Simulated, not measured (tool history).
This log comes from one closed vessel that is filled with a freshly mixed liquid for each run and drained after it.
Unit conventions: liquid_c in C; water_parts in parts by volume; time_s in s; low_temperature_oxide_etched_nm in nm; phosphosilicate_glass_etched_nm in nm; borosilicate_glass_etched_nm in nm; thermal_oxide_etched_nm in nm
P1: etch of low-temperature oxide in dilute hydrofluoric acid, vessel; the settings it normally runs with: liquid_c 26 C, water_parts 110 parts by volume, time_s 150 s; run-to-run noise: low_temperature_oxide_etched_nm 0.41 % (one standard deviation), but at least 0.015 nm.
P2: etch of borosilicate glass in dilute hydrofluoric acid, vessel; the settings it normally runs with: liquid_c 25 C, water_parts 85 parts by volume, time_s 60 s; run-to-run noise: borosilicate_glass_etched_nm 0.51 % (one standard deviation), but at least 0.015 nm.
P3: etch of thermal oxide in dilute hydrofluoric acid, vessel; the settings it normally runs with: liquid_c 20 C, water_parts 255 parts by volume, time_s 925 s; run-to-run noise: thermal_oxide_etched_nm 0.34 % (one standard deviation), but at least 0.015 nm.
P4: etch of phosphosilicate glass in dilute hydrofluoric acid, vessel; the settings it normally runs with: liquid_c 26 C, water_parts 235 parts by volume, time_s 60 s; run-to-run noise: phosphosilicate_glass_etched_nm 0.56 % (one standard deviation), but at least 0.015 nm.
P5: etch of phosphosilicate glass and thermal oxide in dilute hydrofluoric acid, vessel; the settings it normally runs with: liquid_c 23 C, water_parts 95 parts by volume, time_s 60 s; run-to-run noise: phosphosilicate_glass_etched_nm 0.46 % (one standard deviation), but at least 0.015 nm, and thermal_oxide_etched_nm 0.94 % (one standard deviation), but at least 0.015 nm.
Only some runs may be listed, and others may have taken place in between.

run,hour,process,liquid_c,water_parts,time_s,hours since the thermometer was replaced,hours since the hydrofluoric acid flow meter was replaced,low_temperature_oxide_etched_nm,phosphosilicate_glass_etched_nm,borosilicate_glass_etched_nm,thermal_oxide_etched_nm
1,11.8,P1,26,110,150,784.7,954.1,41.79,,,
2,21.3,P1,32,110,150,794.2,963.6,52.058,,,
3,29.5,P4,26,235,30,802.4,971.8,,15.553,,
4,44.6,P2,25,130,60,817.5,986.9,,,19.859,
5,52.6,P1,26,110,30,825.5,994.9,8.2876,,,
6,59.5,P3,20,390,925,832.4,1001.8,,,,7.0964
# hour 67.4: thermometer replaced
7,70.6,P3,20,255,30,3.3,1012.9,,,,0.39914
8,85.9,P3,17,255,925,18.6,1028.2,,,,10.877
9,96.8,P1,26,110,150,29.5,1039.1,41.651,,,
10,103.9,P5,23,95,60,36.6,1046.2,,48.34,,2.845
11,117.1,P5,23,95,105,49.8,1059.4,,84.82,,4.9818
12,126,P1,26,65,150,58.7,1068.3,74.286,,,
13,135.9,P2,25,85,60,68.6,1078.2,,,32.392,
14,151.2,P4,20.5,235,60,83.9,1093.5,,25.463,,
15,164.3,P4,26,430,60,97,1106.6,,13.967,,
16,178.2,P1,26,110,150,110.9,1120.5,41.829,,,
17,188.3,P1,26,110,150,121,1130.6,41.328,,,
18,195.5,P1,26,110,150,128.2,1137.8,41.792,,,
19,209.7,P3,20,255,925,142.4,1152,,,,12.162
20,222.4,P4,26,235,60,155.1,1164.7,,30.892,,
21,229.1,P1,26,185,150,161.8,1171.4,22.579,,,
# hour 242.4: hydrofluoric acid flow meter replaced
22,242.5,P1,26,110,150,175.2,0.1,41.671,,,
23,254.4,P5,28,95,60,187.1,12,,59.442,,3.4217
24,267,P1,26,110,250,199.7,24.6,69.511,,,
25,279.1,P2,25,85,100,211.8,36.7,,,53.985,
26,291.3,P2,17,85,60,224,48.9,,,23.393,
27,305.6,P1,32.5,55,150,238.3,63.2,116.35,,,
28,319.3,P1,26,110,150,252,76.9,41.738,,,
29,330,P1,21,110,150,262.7,87.6,34.333,,,
30,341.5,P5,23,95,60,274.2,99.1,,48.448,,2.8613
31,349.7,P5,23,25,60,282.4,107.3,,202.28,,12.056
32,361.2,P2,25,85,60,293.9,118.8,,,32.594,
33,368.2,P1,26,110,150,300.9,125.8,41.568,,,
34,382,P1,26,110,150,314.7,139.6,40.071,,,
35,395.3,P1,26,110,150,328,152.9,39.204,,,
36,407.1,P1,26,110,150,339.8,164.7,38.648,,,
37,416.5,P1,26,110,150,349.2,174.1,38.539,,,
38,431,P1,26,110,150,363.7,188.6,38.169,,,
39,445.6,P1,26,110,150,378.3,203.2,38.148,,,
40,456.9,P1,26,110,150,389.6,214.5,38.103,,,

P1 has crept away from where it was. The log is fitted equally well by each of these 2 causes, at the sizes shown:
A: liquid colder than its thermometer reads (K) = 2.31
B: hydrofluoric acid flow below the setpoint (%) = 7.55
The process output started creeping at around hour 368.2.

The 4 check runs listed below each average the results of 2 wafers, and their outcomes are marked with question marks. Under which run would the listed causes produce clearly different results?
check 1,468.2,P5,27,65,60,,,,?,,?
check 2,468.2,P3,17,255,925,,,,,,?
check 3,468.2,P4,26,385,30,,,,?,,
check 4,468.2,P2,19.5,110,60,,,,,?,

Predicted outcomes, by check and by cause:
check,result,if A,if B
check 1,phosphosilicate_glass_etched_nm,78.955,79.48
check 1,thermal_oxide_etched_nm,4.6211,4.6518
check 2,thermal_oxide_etched_nm,9.9533,9.8969
check 3,phosphosilicate_glass_etched_nm,7.5435,7.3052
check 4,borosilicate_glass_etched_nm,17.673,17.806
Gap, in per cent, between the two causes that each check separates least, read from the result that separates them most: check 1 0.66 %; check 2 0.57 %; check 3 3.21 %; check 4 0.75 %
Only check 3 tells the causes apart: in the others they would give nearly the same result.

After running check 3, the following was obtained: phosphosilicate_glass_etched_nm 7.3052 nm. Which cause does this point to?

The correct cause is B, namely: hydrofluoric acid flow below the setpoint (%).

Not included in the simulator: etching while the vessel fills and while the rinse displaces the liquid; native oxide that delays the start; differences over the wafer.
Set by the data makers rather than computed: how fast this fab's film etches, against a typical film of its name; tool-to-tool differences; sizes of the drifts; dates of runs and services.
